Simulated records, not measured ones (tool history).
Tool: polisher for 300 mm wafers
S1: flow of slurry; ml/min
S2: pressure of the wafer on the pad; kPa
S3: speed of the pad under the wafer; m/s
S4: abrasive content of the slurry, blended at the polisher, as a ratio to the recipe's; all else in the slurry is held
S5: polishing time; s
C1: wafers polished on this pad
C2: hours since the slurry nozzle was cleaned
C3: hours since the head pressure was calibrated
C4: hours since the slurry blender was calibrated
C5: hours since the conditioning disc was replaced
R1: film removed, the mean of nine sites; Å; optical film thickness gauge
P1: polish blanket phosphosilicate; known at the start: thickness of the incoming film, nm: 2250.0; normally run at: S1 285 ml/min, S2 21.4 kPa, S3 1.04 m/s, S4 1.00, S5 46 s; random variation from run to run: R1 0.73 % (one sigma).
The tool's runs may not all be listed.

| run | hour | S1 | S2 | S3 | S4 | S5 | C1 | C2 | C3 | C4 | C5 | R1 |
|---|---|---|---|---|---|---|---|---|---|---|---|---|
| 1 | 5.3 | 285 | 21.4 | 1.04 | 1.00 | 46 | 168 | 277.7 | 51.3 | 130.0 | 205.3 | 4239.4 |
| 2 | 13.6 | 285 | 21.4 | 1.04 | 1.00 | 46 | 301 | 286.0 | 59.6 | 138.3 | 213.6 | 4234.3 |
| 3 | 19.6 | 285 | 21.4 | 0.62 | 1.00 | 35 | 398 | 292.0 | 65.6 | 144.3 | 219.6 | 2130.6 |
|  | 23.0 | slurry blender recalibrated |
| 4 | 24.7 | 285 | 21.4 | 1.32 | 1.00 | 69 | 480 | 297.1 | 70.7 | 1.7 | 224.7 | 7745.0 |
| 5 | 30.2 | 285 | 21.4 | 1.04 | 1.00 | 46 | 568 | 302.6 | 76.2 | 7.2 | 230.2 | 4227.3 |
|  | 34.2 | slurry nozzle cleaned |
| 6 | 35.6 | 285 | 21.4 | 0.56 | 1.00 | 46 | 655 | 1.4 | 81.6 | 12.6 | 235.6 | 2587.9 |
| 7 | 42.6 | 285 | 21.4 | 1.58 | 1.00 | 46 | 768 | 8.4 | 88.6 | 19.6 | 242.6 | 5920.6 |
| 8 | 50.1 | 285 | 21.4 | 1.04 | 1.35 | 46 | 889 | 15.9 | 96.1 | 27.1 | 250.1 | 4780.3 |
| 9 | 57.4 | 170 | 21.4 | 1.04 | 1.00 | 46 | 1006 | 23.2 | 103.4 | 34.4 | 257.4 | 4049.1 |
| 10 | 62.5 | 285 | 21.4 | 1.04 | 0.50 | 46 | 1088 | 28.3 | 108.5 | 39.5 | 262.5 | 2936.9 |
| 11 | 70.5 | 285 | 21.4 | 1.04 | 1.00 | 46 | 1217 | 36.3 | 116.5 | 47.5 | 270.5 | 4222.3 |
| 12 | 76.9 | 390 | 21.4 | 1.04 | 1.00 | 46 | 1320 | 42.7 | 122.9 | 53.9 | 276.9 | 4376.7 |
| 13 | 84.5 | 285 | 21.4 | 1.04 | 1.00 | 21 | 1442 | 50.3 | 130.5 | 61.5 | 284.5 | 1909.7 |
| 14 | 91.6 | 285 | 21.4 | 1.04 | 1.00 | 69 | 1556 | 57.4 | 137.6 | 68.6 | 291.6 | 6283.8 |
| 15 | 99.5 | 285 | 15.9 | 1.04 | 1.00 | 46 | 1683 | 65.3 | 145.5 | 76.5 | 299.5 | 3145.6 |

Forecast run 16:
| 16 | 104.1 | 285 | 28.3 | 1.04 | 1.00 | 46 | 1758 | 69.9 | 150.1 | 81.1 | 304.1 | ? |

{"run 16": {"R1": 5686.1}}
